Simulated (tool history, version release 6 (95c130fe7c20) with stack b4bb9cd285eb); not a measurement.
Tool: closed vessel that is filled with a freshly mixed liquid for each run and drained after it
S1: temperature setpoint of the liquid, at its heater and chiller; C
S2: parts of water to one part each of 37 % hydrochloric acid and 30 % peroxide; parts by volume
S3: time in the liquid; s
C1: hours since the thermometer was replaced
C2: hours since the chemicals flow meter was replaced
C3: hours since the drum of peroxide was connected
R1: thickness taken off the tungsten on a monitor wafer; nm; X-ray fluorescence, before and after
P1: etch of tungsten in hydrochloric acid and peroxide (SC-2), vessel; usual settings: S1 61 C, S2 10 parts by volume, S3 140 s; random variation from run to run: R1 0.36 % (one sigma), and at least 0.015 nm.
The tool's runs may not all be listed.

run	hour	S1	S2	S3	C1	C2	C3	R1
1	4.5	61	10	140	1316.2	888	1033.7	33.962
2	8.7	61	10	265	1320.4	892.2	1037.9	64.115
3	13	71.5	10	140	1324.7	896.5	1042.2	63.952
4	19.3	70	5	140	1331	902.8	1048.5	100.74
5	26.3	61	10	140	1338	909.8	1055.5	33.843
6	31.5	61	10	140	1343.2	915	1060.7	33.935
7	37.3	61	10	55	1349	920.8	1066.5	13.265
8	40.9	61	4	140	1352.6	924.4	1070.1	67.769
9	48.2	45.5	10	140	1359.9	931.7	1077.4	12.312
10	52.1	61	10	140	1363.8	935.6	1081.3	33.875
11	58.9	61	18.5	140	1370.6	942.4	1088.1	19.958
12	64.7	61	10	140	1376.4	948.2	1093.9	33.934
13	71.9	61	10	140	1383.6	955.4	1101.1	34.012
14	79.1	61	10	140	1390.8	962.6	1108.3	35.199
15	86	61	10	140	1397.7	969.5	1115.2	35.823
16	89.2	61	10	140	1400.9	972.7	1118.4	36.067
17	95.8	61	10	140	1407.5	979.3	1125	36.722
18	102.9	61	10	140	1414.6	986.4	1132.1	37.03
19	107.3	61	10	140	1419	990.8	1136.5	36.927
20	111.7	61	10	140	1423.4	995.2	1140.9	37.134
21	116.8	61	10	140	1428.5	1000.3	1146	37.133
22	123.2	61	10	140	1434.9	1006.7	1152.4	37.109

What P1 gives has crept away from where it was. These 2 causes fit the log equally well, each at the size given:
A: chemicals flow above the setpoint (%) = 11.6
B: liquid hotter than its thermometer reads (K) = 1.46
The creep began at about hour 71.9.
Why every other cause is out:
peroxide weaker than its label (%): at most 8, which would move R1 by -7.4 %: too little, or the wrong way

4 check runs are offered, each on 2 wafers whose results are averaged, their results left as question marks. Which one tells the causes apart?
check 1	129.6	54.5	4	140				?
check 2	129.6	45.5	16	140				?
check 3	129.6	70.5	10	225				?
check 4	129.6	51	14.5	140				?

What each check would give under each cause:
check	result	if A	if B
check 1	R1	48.231	49.325
check 2	R1	9.0456	9.0703
check 3	R1	106.21	105.7
check 4	R1	14.28	14.288
How far apart the two closest causes lie, in the result that separates them most: check 1 2.24 %; check 2 0.27 %; check 3 0.48 %; check 4 0.05 %
Check 1 tells the causes apart: in the others they would give nearly the same result.

Check 1 was then run and gave: R1 49.323 nm. Which cause is it?

It is B: liquid hotter than its thermometer reads (K).

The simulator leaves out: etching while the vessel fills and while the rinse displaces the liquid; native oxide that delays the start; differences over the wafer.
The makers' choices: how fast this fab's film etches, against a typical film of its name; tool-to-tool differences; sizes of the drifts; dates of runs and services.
